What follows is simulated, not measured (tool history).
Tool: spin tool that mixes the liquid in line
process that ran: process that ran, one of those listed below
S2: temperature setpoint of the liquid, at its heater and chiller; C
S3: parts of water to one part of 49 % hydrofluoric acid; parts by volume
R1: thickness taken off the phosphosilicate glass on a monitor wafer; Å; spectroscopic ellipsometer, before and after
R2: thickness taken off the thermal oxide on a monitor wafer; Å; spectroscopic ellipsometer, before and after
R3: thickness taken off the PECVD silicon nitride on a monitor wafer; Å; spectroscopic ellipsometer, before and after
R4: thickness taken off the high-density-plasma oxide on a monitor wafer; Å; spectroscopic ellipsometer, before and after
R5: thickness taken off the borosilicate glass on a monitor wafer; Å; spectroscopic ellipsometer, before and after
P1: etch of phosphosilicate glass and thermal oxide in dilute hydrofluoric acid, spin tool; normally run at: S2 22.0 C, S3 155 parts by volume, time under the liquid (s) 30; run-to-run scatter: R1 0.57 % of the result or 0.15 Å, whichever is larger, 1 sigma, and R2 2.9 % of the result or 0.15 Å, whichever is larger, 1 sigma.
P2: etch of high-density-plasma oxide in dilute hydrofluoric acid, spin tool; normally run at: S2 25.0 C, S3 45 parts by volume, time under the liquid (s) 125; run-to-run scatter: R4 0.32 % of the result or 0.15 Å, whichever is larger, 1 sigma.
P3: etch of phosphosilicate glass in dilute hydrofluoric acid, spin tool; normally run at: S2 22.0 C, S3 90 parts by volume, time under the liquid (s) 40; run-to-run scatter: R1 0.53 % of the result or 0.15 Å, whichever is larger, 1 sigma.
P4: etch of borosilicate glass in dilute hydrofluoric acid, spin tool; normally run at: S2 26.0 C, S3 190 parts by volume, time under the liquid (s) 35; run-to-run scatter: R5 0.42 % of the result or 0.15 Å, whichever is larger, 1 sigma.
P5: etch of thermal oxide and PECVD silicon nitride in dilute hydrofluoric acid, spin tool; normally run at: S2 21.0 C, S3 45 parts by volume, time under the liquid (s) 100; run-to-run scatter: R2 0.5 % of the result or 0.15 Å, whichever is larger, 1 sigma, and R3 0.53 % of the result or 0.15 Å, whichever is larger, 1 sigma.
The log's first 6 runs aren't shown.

Run 7, hour 45.3: process that ran P2, S2 29.0 C, S3 45 parts by volume, time under the liquid (s) 125. Result: R4 243.34 Å.
Run 8, hour 50.1: process that ran P3, S2 22.0 C, S3 90 parts by volume, time under the liquid (s) 70. Result: R1 429.080 Å.
Run 9, hour 56.0: process that ran P5, S2 21.0 C, S3 45 parts by volume, time under the liquid (s) 200. Result: R2 189.4400 Å, R3 77.020 Å.
Run 10, hour 63.1: process that ran P4, S2 26.0 C, S3 190 parts by volume, time under the liquid (s) 65. Result: R5 119.910 Å.
Run 11, hour 68.1: process that ran P1, S2 22.0 C, S3 155 parts by volume, time under the liquid (s) 50. Result: R1 294.200 Å, R2 13.1070 Å.
Run 12, hour 72.4: process that ran P1, S2 22.0 C, S3 155 parts by volume, time under the liquid (s) 15. Result: R1 89.584 Å, R2 3.7732 Å.
Run 13, hour 81.0: process that ran P1, S2 26.5 C, S3 155 parts by volume, time under the liquid (s) 30. Result: R1 208.910 Å, R2 10.2640 Å.
Run 14, hour 88.3: process that ran P2, S2 25.0 C, S3 45 parts by volume, time under the liquid (s) 125. Result: R4 208.20 Å.
Run 15, hour 94.4: process that ran P1, S2 22.0 C, S3 85 parts by volume, time under the liquid (s) 30. Result: R1 352.130 Å, R2 15.9240 Å.
Run 16, hour 98.6: process that ran P5, S2 21.0 C, S3 45 parts by volume, time under the liquid (s) 100. Result: R2 94.4870 Å, R3 38.644 Å.
Run 17, hour 107.3: process that ran P1, S2 17.0 C, S3 155 parts by volume, time under the liquid (s) 30. Result: R1 145.440 Å, R2 6.4791 Å.
Run 18, hour 114.8: process that ran P1, S2 22.0 C, S3 155 parts by volume, time under the liquid (s) 30. Result: R1 177.310 Å, R2 8.0326 Å.
Run 19, hour 121.5: process that ran P3, S2 17.0 C, S3 90 parts by volume, time under the liquid (s) 40. Result: R1 196.800 Å.
Run 20, hour 127.8: process that ran P1, S2 22.0 C, S3 155 parts by volume, time under the liquid (s) 30. Result: R1 177.930 Å, R2 7.6887 Å.
Run 21, hour 135.2: process that ran P4, S2 26.0 C, S3 305 parts by volume, time under the liquid (s) 35. Result: R5 35.817 Å.
Run 22, hour 142.8: process that ran P1, S2 22.0 C, S3 220 parts by volume, time under the liquid (s) 15. Result: R1 58.253 Å, R2 2.6347 Å.
Run 23, hour 146.6: process that ran P1, S2 22.0 C, S3 285 parts by volume, time under the liquid (s) 30. Result: R1 84.490 Å, R2 4.1155 Å.
Run 24, hour 151.1: process that ran P3, S2 22.0 C, S3 90 parts by volume, time under the liquid (s) 40. Result: R1 245.440 Å.
Run 25, hour 156.0: process that ran P1, S2 17.0 C, S3 100 parts by volume, time under the liquid (s) 30. Result: R1 235.750 Å, R2 11.2310 Å.
Run 26, hour 162.8: process that ran P4, S2 26.0 C, S3 190 parts by volume, time under the liquid (s) 35. Result: R5 65.400 Å.
Run 27, hour 168.0: process that ran P2, S2 25.0 C, S3 45 parts by volume, time under the liquid (s) 125. Result: R4 207.94 Å.
Run 28, hour 173.5: process that ran P5, S2 21.0 C, S3 20 parts by volume, time under the liquid (s) 100. Result: R2 219.1300 Å, R3 84.276 Å.
Run 29, hour 179.0: process that ran P1, S2 22.0 C, S3 155 parts by volume, time under the liquid (s) 30. Result: R1 177.010 Å, R2 8.0578 Å.

Forecast run 30:
Run 30, hour 186.3: process that ran P1, S2 22.0 C, S3 155 parts by volume, time under the liquid (s) 30. Result: R1 ?, R2 ?.

{"run 30": {"R1": 179.3, "R2": 8.015}}

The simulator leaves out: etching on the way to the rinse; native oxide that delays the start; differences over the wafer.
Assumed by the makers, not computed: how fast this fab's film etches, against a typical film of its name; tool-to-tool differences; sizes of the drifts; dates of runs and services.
